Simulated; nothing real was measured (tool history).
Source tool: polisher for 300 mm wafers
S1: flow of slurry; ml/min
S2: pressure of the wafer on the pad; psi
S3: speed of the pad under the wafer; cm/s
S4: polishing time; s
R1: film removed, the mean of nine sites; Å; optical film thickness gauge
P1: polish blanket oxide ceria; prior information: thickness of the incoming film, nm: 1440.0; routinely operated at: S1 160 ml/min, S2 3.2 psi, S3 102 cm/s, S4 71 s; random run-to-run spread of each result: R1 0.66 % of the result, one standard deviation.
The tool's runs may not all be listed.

Run 1, day 0.408: S1 160 ml/min, S2 3.2 psi, S3 102 cm/s, S4 71 s. Result: R1 3451.7 Å.
Run 2, day 0.962: S1 160 ml/min, S2 3.2 psi, S3 154 cm/s, S4 71 s. Result: R1 5242 Å.
Run 3, day 1.3: S1 160 ml/min, S2 1.4 psi, S3 102 cm/s, S4 71 s. Result: R1 1517.6 Å.
Run 4, day 1.933: S1 160 ml/min, S2 3.2 psi, S3 46 cm/s, S4 71 s. Result: R1 1556.3 Å.
Run 5, day 2.492: S1 160 ml/min, S2 3.2 psi, S3 102 cm/s, S4 71 s. Result: R1 3455.9 Å.
Run 6, day 2.896: S1 160 ml/min, S2 3.2 psi, S3 102 cm/s, S4 34 s. Result: R1 1654.5 Å.
At day 2.904: head pressure recalibrated.
Run 7, day 3.462: S1 240 ml/min, S2 3.2 psi, S3 102 cm/s, S4 71 s. Result: R1 3641.9 Å.
Run 8, day 4.029: S1 105 ml/min, S2 3.2 psi, S3 102 cm/s, S4 71 s. Result: R1 3174.1 Å.
Run 9, day 4.412: S1 160 ml/min, S2 3.2 psi, S3 102 cm/s, S4 71 s. Result: R1 3430.1 Å.
Run 10, day 4.904: S1 160 ml/min, S2 3.2 psi, S3 102 cm/s, S4 106 s. Result: R1 5161.6 Å.
Run 11, day 5.221: S1 95 ml/min, S2 3.2 psi, S3 102 cm/s, S4 32 s. Result: R1 1413.7 Å.
Run 12, day 5.588: S1 160 ml/min, S2 3.2 psi, S3 102 cm/s, S4 71 s. Result: R1 3422.5 Å.
Run 13, day 5.933: S1 160 ml/min, S2 4.9 psi, S3 102 cm/s, S4 71 s. Result: R1 5230.1 Å.
Run 14, day 6.538: S1 160 ml/min, S2 3.2 psi, S3 102 cm/s, S4 71 s. Result: R1 3432.1 Å.
Run 15, day 6.933: S1 160 ml/min, S2 3.2 psi, S3 102 cm/s, S4 71 s. Result: R1 3485.2 Å.
Run 16, day 7.5: S1 160 ml/min, S2 3.2 psi, S3 102 cm/s, S4 71 s. Result: R1 3351.1 Å.
Run 17, day 7.979: S1 160 ml/min, S2 3.2 psi, S3 102 cm/s, S4 71 s. Result: R1 3304.3 Å.
Run 18, day 8.412: S1 160 ml/min, S2 3.2 psi, S3 102 cm/s, S4 71 s. Result: R1 3222.3 Å.
At day 8.421: worn pad replaced by a new one.
Run 19, day 9.025: S1 160 ml/min, S2 3.2 psi, S3 102 cm/s, S4 71 s. Result: R1 3195.1 Å.
Run 20, day 9.3: S1 160 ml/min, S2 3.2 psi, S3 102 cm/s, S4 71 s. Result: R1 3190.1 Å.
Run 21, day 9.642: S1 160 ml/min, S2 3.2 psi, S3 102 cm/s, S4 71 s. Result: R1 3166.1 Å.
Run 22, day 10.104: S1 160 ml/min, S2 3.2 psi, S3 102 cm/s, S4 71 s. Result: R1 3173.3 Å.

Predict the results of run 23:
Run 23, day 10.404: S1 160 ml/min, S2 3.2 psi, S3 102 cm/s, S4 71 s. Result: R1 ?.

R1: 3151.4 Å

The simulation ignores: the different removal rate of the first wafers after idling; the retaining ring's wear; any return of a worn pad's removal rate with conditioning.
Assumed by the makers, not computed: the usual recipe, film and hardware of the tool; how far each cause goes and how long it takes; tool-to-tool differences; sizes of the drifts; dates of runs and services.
